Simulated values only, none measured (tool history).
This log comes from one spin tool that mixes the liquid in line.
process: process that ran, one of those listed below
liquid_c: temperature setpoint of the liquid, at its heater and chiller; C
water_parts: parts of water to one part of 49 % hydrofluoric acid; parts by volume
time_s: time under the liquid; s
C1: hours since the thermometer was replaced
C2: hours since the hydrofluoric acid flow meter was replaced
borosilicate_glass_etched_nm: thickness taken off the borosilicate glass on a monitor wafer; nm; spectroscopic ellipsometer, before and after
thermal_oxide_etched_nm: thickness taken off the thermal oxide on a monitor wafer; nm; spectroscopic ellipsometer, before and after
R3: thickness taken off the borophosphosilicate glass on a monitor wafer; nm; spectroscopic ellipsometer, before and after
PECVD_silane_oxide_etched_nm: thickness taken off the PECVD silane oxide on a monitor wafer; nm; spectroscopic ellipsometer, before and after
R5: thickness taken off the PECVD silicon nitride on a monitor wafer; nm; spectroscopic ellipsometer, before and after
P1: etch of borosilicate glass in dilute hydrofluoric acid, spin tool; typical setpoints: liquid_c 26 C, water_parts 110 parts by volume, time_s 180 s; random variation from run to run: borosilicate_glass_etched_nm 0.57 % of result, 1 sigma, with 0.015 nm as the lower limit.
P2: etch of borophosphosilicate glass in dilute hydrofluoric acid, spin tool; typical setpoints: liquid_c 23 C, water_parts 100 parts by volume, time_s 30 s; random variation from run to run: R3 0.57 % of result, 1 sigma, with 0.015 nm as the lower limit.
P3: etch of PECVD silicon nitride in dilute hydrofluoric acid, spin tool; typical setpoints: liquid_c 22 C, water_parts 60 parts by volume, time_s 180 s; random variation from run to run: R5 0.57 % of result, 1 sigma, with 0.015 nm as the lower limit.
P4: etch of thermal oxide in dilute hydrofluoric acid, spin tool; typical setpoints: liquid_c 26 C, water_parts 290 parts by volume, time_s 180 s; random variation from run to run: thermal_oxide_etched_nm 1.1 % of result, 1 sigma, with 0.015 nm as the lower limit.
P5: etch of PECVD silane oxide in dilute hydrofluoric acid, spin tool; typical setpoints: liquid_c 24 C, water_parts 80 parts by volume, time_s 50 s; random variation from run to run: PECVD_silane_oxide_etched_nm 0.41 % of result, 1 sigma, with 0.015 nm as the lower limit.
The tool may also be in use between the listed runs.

{"run": 1, "hour": 4.6, "process": "P1", "liquid_c": 26, "water_parts": 110, "time_s": 180, "C1": 857.5, "C2": 910, "borosilicate_glass_etched_nm": 34.957}
{"run": 2, "hour": 7.7, "process": "P1", "liquid_c": 26, "water_parts": 110, "time_s": 180, "C1": 860.6, "C2": 913.1, "borosilicate_glass_etched_nm": 34.574}
{"run": 3, "hour": 11.9, "process": "P4", "liquid_c": 26, "water_parts": 290, "time_s": 180, "C1": 864.8, "C2": 917.3, "thermal_oxide_etched_nm": 2.4763}
{"run": 4, "hour": 16.2, "process": "P4", "liquid_c": 26, "water_parts": 290, "time_s": 180, "C1": 869.1, "C2": 921.6, "thermal_oxide_etched_nm": 2.5324}
{"run": 5, "hour": 19.3, "process": "P2", "liquid_c": 23, "water_parts": 100, "time_s": 15, "C1": 872.2, "C2": 924.7, "R3": 8.3032}
{"run": 6, "hour": 23.1, "process": "P5", "liquid_c": 24, "water_parts": 80, "time_s": 15, "C1": 876, "C2": 928.5, "PECVD_silane_oxide_etched_nm": 6.4054}
{"run": 7, "hour": 26.0, "process": "P1", "liquid_c": 32.5, "water_parts": 110, "time_s": 180, "C1": 878.9, "C2": 931.4, "borosilicate_glass_etched_nm": 44.359}
{"run": 8, "hour": 29.1, "process": "P3", "liquid_c": 22, "water_parts": 60, "time_s": 180, "C1": 882, "C2": 934.5, "R5": 9.5643}
{"run": 9, "hour": 32.8, "process": "P1", "liquid_c": 26, "water_parts": 175, "time_s": 180, "C1": 885.7, "C2": 938.2, "borosilicate_glass_etched_nm": 20.244}
{"run": 10, "hour": 36.2, "process": "P1", "liquid_c": 26, "water_parts": 110, "time_s": 340, "C1": 889.1, "C2": 941.6, "borosilicate_glass_etched_nm": 65.093}
{"run": 11, "hour": 39.8, "process": "P1", "liquid_c": 26, "water_parts": 55, "time_s": 180, "C1": 892.7, "C2": 945.2, "borosilicate_glass_etched_nm": 75.085}
{"run": 12, "hour": 44.4, "process": "P5", "liquid_c": 30.5, "water_parts": 80, "time_s": 50, "C1": 897.3, "C2": 949.8, "PECVD_silane_oxide_etched_nm": 27.538}
{"run": 13, "hour": 46.8, "process": "P1", "liquid_c": 26, "water_parts": 110, "time_s": 80, "C1": 899.7, "C2": 952.2, "borosilicate_glass_etched_nm": 15.306}
{"run": 14, "hour": 48.9, "process": "P5", "liquid_c": 24, "water_parts": 80, "time_s": 50, "C1": 901.8, "C2": 954.3, "PECVD_silane_oxide_etched_nm": 21.362}
{"run": 15, "hour": 52.8, "process": "P1", "liquid_c": 26, "water_parts": 110, "time_s": 180, "C1": 905.7, "C2": 958.2, "borosilicate_glass_etched_nm": 34.809}
{"run": 16, "hour": 55.0, "process": "P3", "liquid_c": 22, "water_parts": 60, "time_s": 345, "C1": 907.9, "C2": 960.4, "R5": 18.373}
{"run": 17, "hour": 59.1, "process": "P4", "liquid_c": 26, "water_parts": 490, "time_s": 180, "C1": 912, "C2": 964.5, "thermal_oxide_etched_nm": 1.2286}
{"run": 18, "hour": 61.3, "process": "P1", "liquid_c": 26, "water_parts": 30, "time_s": 315, "C1": 914.2, "C2": 966.7, "borosilicate_glass_etched_nm": 247.6}
{"run": 19, "hour": 64.7, "process": "P5", "liquid_c": 24, "water_parts": 80, "time_s": 50, "C1": 917.6, "C2": 970.1, "PECVD_silane_oxide_etched_nm": 21.216}
{"run": 20, "hour": 67.6, "process": "P4", "liquid_c": 26, "water_parts": 290, "time_s": 355, "C1": 920.5, "C2": 973, "thermal_oxide_etched_nm": 4.8582}
{"run": 21, "hour": 70.8, "process": "P2", "liquid_c": 23, "water_parts": 100, "time_s": 30, "C1": 923.7, "C2": 976.2, "R3": 16.491}
{"run": 22, "hour": 73.8, "process": "P2", "liquid_c": 17, "water_parts": 100, "time_s": 30, "C1": 926.7, "C2": 979.2, "R3": 12.973}
{"run": 23, "hour": 77.8, "process": "P4", "liquid_c": 18.5, "water_parts": 290, "time_s": 180, "C1": 930.7, "C2": 983.2, "thermal_oxide_etched_nm": 1.9258}
{"run": 24, "hour": 80.1, "process": "P3", "liquid_c": 22, "water_parts": 20, "time_s": 180, "C1": 933, "C2": 985.5, "R5": 27.197}
{"run": 25, "hour": 82.7, "process": "P1", "liquid_c": 18.5, "water_parts": 110, "time_s": 180, "C1": 935.6, "C2": 988.1, "borosilicate_glass_etched_nm": 25.834}
{"run": 26, "hour": 85.5, "process": "P2", "liquid_c": 23, "water_parts": 20, "time_s": 30, "C1": 938.4, "C2": 990.9, "R3": 91.764}
{"run": 27, "hour": 88.0, "process": "P5", "liquid_c": 24, "water_parts": 50, "time_s": 50, "C1": 940.9, "C2": 993.4, "PECVD_silane_oxide_etched_nm": 35.451}
{"hour": 90.8, "done": "thermometer replaced"}
{"run": 28, "hour": 91.7, "process": "P1", "liquid_c": 26, "water_parts": 110, "time_s": 180, "C1": 0.9, "C2": 997.1, "borosilicate_glass_etched_nm": 34.467}
{"run": 29, "hour": 94.7, "process": "P3", "liquid_c": 22, "water_parts": 60, "time_s": 180, "C1": 3.9, "C2": 1000.1, "R5": 9.5206}
{"run": 30, "hour": 98.6, "process": "P2", "liquid_c": 23, "water_parts": 100, "time_s": 30, "C1": 7.8, "C2": 1004, "R3": 16.543}
{"run": 31, "hour": 101.0, "process": "P3", "liquid_c": 29.5, "water_parts": 60, "time_s": 180, "C1": 10.2, "C2": 1006.4, "R5": 15.628}
{"run": 32, "hour": 105.5, "process": "P1", "liquid_c": 26, "water_parts": 110, "time_s": 180, "C1": 14.7, "C2": 1010.9, "borosilicate_glass_etched_nm": 34.534}
{"run": 33, "hour": 110.2, "process": "P1", "liquid_c": 26, "water_parts": 110, "time_s": 180, "C1": 19.4, "C2": 1015.6, "borosilicate_glass_etched_nm": 35.715}
{"run": 34, "hour": 112.7, "process": "P1", "liquid_c": 26, "water_parts": 110, "time_s": 180, "C1": 21.9, "C2": 1018.1, "borosilicate_glass_etched_nm": 36.185}
{"run": 35, "hour": 115.7, "process": "P1", "liquid_c": 26, "water_parts": 110, "time_s": 180, "C1": 24.9, "C2": 1021.1, "borosilicate_glass_etched_nm": 36.811}
{"run": 36, "hour": 118.6, "process": "P1", "liquid_c": 26, "water_parts": 110, "time_s": 180, "C1": 27.8, "C2": 1024, "borosilicate_glass_etched_nm": 36.866}
{"run": 37, "hour": 121.4, "process": "P1", "liquid_c": 26, "water_parts": 110, "time_s": 180, "C1": 30.6, "C2": 1026.8, "borosilicate_glass_etched_nm": 36.72}
{"run": 38, "hour": 123.5, "process": "P1", "liquid_c": 26, "water_parts": 110, "time_s": 180, "C1": 32.7, "C2": 1028.9, "borosilicate_glass_etched_nm": 37.536}
{"run": 39, "hour": 126.8, "process": "P1", "liquid_c": 26, "water_parts": 110, "time_s": 180, "C1": 36, "C2": 1032.2, "borosilicate_glass_etched_nm": 37.395}
{"run": 40, "hour": 131.2, "process": "P1", "liquid_c": 26, "water_parts": 110, "time_s": 180, "C1": 40.4, "C2": 1036.6, "borosilicate_glass_etched_nm": 37.296}
{"run": 41, "hour": 134.6, "process": "P1", "liquid_c": 26, "water_parts": 110, "time_s": 180, "C1": 43.8, "C2": 1040, "borosilicate_glass_etched_nm": 37.806}
{"run": 42, "hour": 138.7, "process": "P1", "liquid_c": 26, "water_parts": 110, "time_s": 180, "C1": 47.9, "C2": 1044.1, "borosilicate_glass_etched_nm": 37.516}
{"run": 43, "hour": 141.4, "process": "P1", "liquid_c": 26, "water_parts": 110, "time_s": 180, "C1": 50.6, "C2": 1046.8, "borosilicate_glass_etched_nm": 37.26}

The log shows P1 creeping away from where it was. Any of the 2 causes listed here, at the size stated for it, fits the log just as well as the others:
A: hydrofluoric acid flow above the setpoint (%) = 7.18
B: liquid hotter than its thermometer reads (K) = 2.06
The gradual shift began around hour 105.5.

Each of the 4 check runs below uses one wafer; its results are left as question marks. Which run tells the causes apart?
{"run": "check 1", "hour": 144.1, "process": "P2", "liquid_c": 17, "water_parts": 100, "time_s": 30, "R3": "?"}
{"run": "check 2", "hour": 144.1, "process": "P3", "liquid_c": 22, "water_parts": 60, "time_s": 245, "R5": "?"}
{"run": "check 3", "hour": 144.1, "process": "P5", "liquid_c": 28, "water_parts": 80, "time_s": 20, "PECVD_silane_oxide_etched_nm": "?"}
{"run": "check 4", "hour": 144.1, "process": "P4", "liquid_c": 20, "water_parts": 290, "time_s": 315, "thermal_oxide_etched_nm": "?"}

Expected result of each check under each candidate cause:
check=check_1 result=R3 if_A=14.005 if_B=14.143
check=check_2 result=R5 if_A=13.868 if_B=14.896
check=check_3 result=PECVD_silane_oxide_etched_nm if_A=10.806 if_B=10.832
check=check_4 result=thermal_oxide_etched_nm if_A=3.8482 if_B=3.801
Separation of the two closest causes in each check, using whichever result separates them best: check 1 0.98 %; check 2 7.15 %; check 3 0.24 %; check 4 1.23 %
Only check 2 tells the causes apart: in the others they would give nearly the same result.

Check 2 was carried out, with these results: R5 14.775 nm. Which of the listed causes is responsible?

It was cause B: liquid hotter than its thermometer reads (K).
